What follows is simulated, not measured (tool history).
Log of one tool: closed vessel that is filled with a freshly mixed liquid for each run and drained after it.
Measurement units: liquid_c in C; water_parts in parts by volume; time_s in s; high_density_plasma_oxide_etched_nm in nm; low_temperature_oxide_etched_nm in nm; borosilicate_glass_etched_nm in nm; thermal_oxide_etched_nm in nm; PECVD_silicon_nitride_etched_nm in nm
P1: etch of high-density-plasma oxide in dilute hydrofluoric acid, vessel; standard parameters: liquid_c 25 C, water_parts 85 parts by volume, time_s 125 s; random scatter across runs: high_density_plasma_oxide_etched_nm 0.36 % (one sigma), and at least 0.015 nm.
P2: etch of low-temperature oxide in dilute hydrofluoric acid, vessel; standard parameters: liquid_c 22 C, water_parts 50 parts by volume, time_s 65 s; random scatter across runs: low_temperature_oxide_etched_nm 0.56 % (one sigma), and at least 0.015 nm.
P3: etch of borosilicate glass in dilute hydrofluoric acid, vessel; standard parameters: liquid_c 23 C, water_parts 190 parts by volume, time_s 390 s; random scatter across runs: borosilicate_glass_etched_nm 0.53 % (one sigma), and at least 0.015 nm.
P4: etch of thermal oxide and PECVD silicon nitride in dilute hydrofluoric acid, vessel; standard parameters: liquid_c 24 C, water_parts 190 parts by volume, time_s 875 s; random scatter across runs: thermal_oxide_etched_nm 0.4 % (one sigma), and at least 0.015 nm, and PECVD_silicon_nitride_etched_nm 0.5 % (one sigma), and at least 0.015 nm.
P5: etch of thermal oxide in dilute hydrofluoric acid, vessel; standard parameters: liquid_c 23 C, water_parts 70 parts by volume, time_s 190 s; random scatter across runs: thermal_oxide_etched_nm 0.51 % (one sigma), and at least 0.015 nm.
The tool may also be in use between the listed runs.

run,day,process,liquid_c,water_parts,time_s,hours since the thermometer was replaced,hours since the hydrofluoric acid flow meter was replaced,high_density_plasma_oxide_etched_nm,low_temperature_oxide_etched_nm,borosilicate_glass_etched_nm,thermal_oxide_etched_nm,PECVD_silicon_nitride_etched_nm
1,0.438,P1,25,85,125,141.7,468.4,8.0908,,,,
2,0.771,P1,29,85,30,149.7,476.4,2.2429,,,,
3,1.412,P1,25,20,235,165.1,491.8,70.263,,,,
4,1.808,P2,22,50,125,174.6,501.3,,59.665,,,
5,2.262,P1,30,85,125,185.5,512.2,9.7604,,,,
6,2.596,P3,23,95,390,193.5,520.2,,,92.977,,
# day 3.2: hydrofluoric acid flow meter replaced
7,3.229,P1,25,85,30,208.7,0.8,1.9281,,,,
8,3.729,P3,23,190,745,220.7,12.8,,,79.809,,
9,4.204,P3,23,190,390,232.1,24.2,,,42.327,,
10,4.696,P4,28.5,190,875,243.9,36,,,,22.63,11.741
11,5.033,P5,17,70,190,252,44.1,,,,9.9521,
12,5.633,P1,25,85,210,266.4,58.5,13.537,,,,
13,6.062,P2,27,50,65,276.7,68.8,,38.398,,,
14,6.662,P1,25,85,125,291.1,83.2,8.075,,,,
15,7.188,P1,25,85,125,303.7,95.8,8.0613,,,,
16,7.717,P1,25,20,125,316.4,108.5,37.541,,,,
17,8.012,P1,25,85,125,323.5,115.6,8.0322,,,,
18,8.471,P5,23,70,360,334.5,126.6,,,,24.634,
19,9.067,P3,23,190,390,348.8,140.9,,,41.884,,
20,9.479,P2,22,50,65,358.7,150.8,,30.984,,,
21,10.108,P3,17.5,190,390,373.8,165.9,,,33.69,,
22,10.608,P5,23,105,190,385.8,177.9,,,,8.2507,
23,11.15,P4,24,190,1560,398.8,190.9,,,,34.129,15.751
24,11.679,P5,23,70,190,411.5,203.6,,,,12.936,
25,12.321,P4,24,55,875,426.9,219,,,,77.726,30.343
26,12.638,P2,22,30,65,434.5,226.6,,53.231,,,
27,12.958,P1,25,120,125,442.2,234.3,5.4916,,,,
28,13.554,P5,23,70,190,456.5,248.6,,,,13.04,
29,14.183,P1,32,85,45,471.6,263.7,3.796,,,,
30,14.821,P1,18.5,85,125,486.9,279,6.1777,,,,
31,15.421,P4,24,190,875,501.3,293.4,,,,18.943,8.9244
32,15.862,P1,25,85,125,511.9,304,8.0043,,,,
33,16.217,P1,25,85,125,520.4,312.5,7.6858,,,,
34,16.529,P1,25,85,125,527.9,320,7.4699,,,,
35,16.825,P1,25,85,125,535,327.1,7.4058,,,,
36,17.246,P1,25,85,125,545.1,337.2,7.3671,,,,
37,17.533,P1,25,85,125,552,344.1,7.3533,,,,
38,17.862,P1,25,85,125,559.9,352,7.3535,,,,

What P1 gives has crept away from where it was. These 2 causes fit the log equally well, each at the size given:
A: liquid colder than its thermometer reads (K) = 2.43
B: hydrofluoric acid flow below the setpoint (%) = 8.37
Creep in the process output first set in at about day 15.862.

Question marks stand in for the results of the 4 check runs listed below, each run on one wafer. Under which run would the listed causes show clearly different results?
check 1,18.192,P5,23,70,190,,,,,,?,
check 2,18.192,P3,23,190,390,,,,,?,,
check 3,18.192,P4,24,190,875,,,,,,?,?
check 4,18.192,P2,22,50,65,,,,?,,,

How each check would come out, cause by cause:
check,result,if A,if B
check 1,thermal_oxide_etched_nm,11.674,11.732
check 2,borosilicate_glass_etched_nm,38.244,37.746
check 3,thermal_oxide_etched_nm,17.454,17.202
check 3,PECVD_silicon_nitride_etched_nm,7.5983,8.1447
check 4,low_temperature_oxide_etched_nm,28.149,28.414
Separation of the two closest causes in each check, using whichever result separates them best: check 1 0.49 %; check 2 1.31 %; check 3 6.94 %; check 4 0.94 %
Check 3 is the one run that separates the causes; every other check would come out nearly the same whichever cause is at work.

With check 3 done, the readings were: thermal_oxide_etched_nm 17.476 nm; PECVD_silicon_nitride_etched_nm 7.5929 nm. Identify which of the listed causes applies.

Of the candidate causes, it is A: liquid colder than its thermometer reads (K).
